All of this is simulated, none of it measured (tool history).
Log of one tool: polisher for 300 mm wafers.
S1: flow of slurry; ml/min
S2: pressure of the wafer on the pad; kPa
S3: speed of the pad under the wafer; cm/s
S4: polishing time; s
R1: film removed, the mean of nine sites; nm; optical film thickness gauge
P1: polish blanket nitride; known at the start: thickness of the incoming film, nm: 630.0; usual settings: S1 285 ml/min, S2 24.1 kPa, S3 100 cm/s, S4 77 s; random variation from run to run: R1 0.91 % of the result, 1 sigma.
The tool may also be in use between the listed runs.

run 1 hour=4.8 | S1=285 S2=24.1 S3=100 S4=77 | R1=147.76
run 2 hour=8.7 | S1=170 S2=24.1 S3=100 S4=77 | R1=139.82
run 3 hour=12.2 | S1=285 S2=24.1 S3=100 S4=36 | R1=68.027
run 4 hour=16.6 | S1=285 S2=24.1 S3=142 S4=77 | R1=190.56
run 5 hour=21 | S1=170 S2=24.1 S3=100 S4=108 | R1=192.79
run 6 hour=24 | S1=285 S2=24.1 S3=100 S4=77 | R1=145.52
run 7 hour=28.2 | S1=285 S2=37.2 S3=100 S4=77 | R1=226.95
run 8 hour=32.2 | S1=285 S2=24.1 S3=50 S4=77 | R1=84.912
run 9 hour=36.2 | S1=285 S2=24.1 S3=100 S4=77 | R1=147.84
run 10 hour=39.4 | S1=285 S2=11 S3=100 S4=77 | R1=67.636
run 11 hour=42.5 | S1=285 S2=24.1 S3=100 S4=77 | R1=146.58
run 12 hour=46.8 | S1=285 S2=24.1 S3=100 S4=77 | R1=147.19
run 13 hour=51.5 | S1=410 S2=24.1 S3=100 S4=77 | R1=150.84
run 14 hour=54.9 | S1=170 S2=24.1 S3=142 S4=77 | R1=183.32
run 15 hour=59.1 | S1=285 S2=24.1 S3=100 S4=115 | R1=222.4
run 16 hour=62.1 | S1=285 S2=24.1 S3=134 S4=57 | R1=135.83
run 17 hour=64.2 | S1=285 S2=24.1 S3=100 S4=77 | R1=146.93
run 18 hour=66.3 | S1=285 S2=24.1 S3=100 S4=77 | R1=144.86
run 19 hour=68.9 | S1=285 S2=24.1 S3=100 S4=77 | R1=144.11
run 20 hour=73.7 | S1=285 S2=24.1 S3=100 S4=77 | R1=142.16
run 21 hour=78 | S1=285 S2=24.1 S3=100 S4=77 | R1=140.25
-- hour=80.1 worn pad replaced by a new one
run 22 hour=81 | S1=285 S2=24.1 S3=100 S4=77 | R1=138.89
run 23 hour=83.6 | S1=285 S2=24.1 S3=100 S4=77 | R1=140.64
run 24 hour=86.2 | S1=285 S2=24.1 S3=100 S4=77 | R1=138.41

What P1 gives has crept away from where it was. These 2 causes fit the log equally well, each at the size given:
A: head's pressure below its setpoint, % = 4.64
B: slurry flow missing at the pad, % = 33.9
The creep began at about hour 64.2.
Why every other cause is out:
removal rate lost through wear of the pad, %: serviced at hour 80.1, which brought nothing back

4 check runs are offered, each on 5 wafers whose results are averaged, their results left as question marks. Which one tells the causes apart?
run check 1 hour=88.8 | S1=285 S2=15.2 S3=100 S4=37 | R1=?
run check 2 hour=88.8 | S1=285 S2=36.5 S3=100 S4=52 | R1=?
run check 3 hour=88.8 | S1=285 S2=24.1 S3=50 S4=51 | R1=?
run check 4 hour=88.8 | S1=170 S2=24.1 S3=62 S4=77 | R1=?

What each check would give under each cause:
check=check_1 result=R1 if_A=42.316 if_B=42.314
check=check_2 result=R1 if_A=143.27 if_B=143.26
check=check_3 result=R1 if_A=53.296 if_B=53.293
check=check_4 result=R1 if_A=89.784 if_B=87.171
How far apart the two closest causes lie, in the result that separates them most: check 1 0 %; check 2 0 %; check 3 0 %; check 4 2.95 %
Check 4 tells the causes apart: in the others they would give nearly the same result.

Check 4 was then run and gave: R1 86.558 nm. Which cause is it?

It is B: slurry flow missing at the pad, %.

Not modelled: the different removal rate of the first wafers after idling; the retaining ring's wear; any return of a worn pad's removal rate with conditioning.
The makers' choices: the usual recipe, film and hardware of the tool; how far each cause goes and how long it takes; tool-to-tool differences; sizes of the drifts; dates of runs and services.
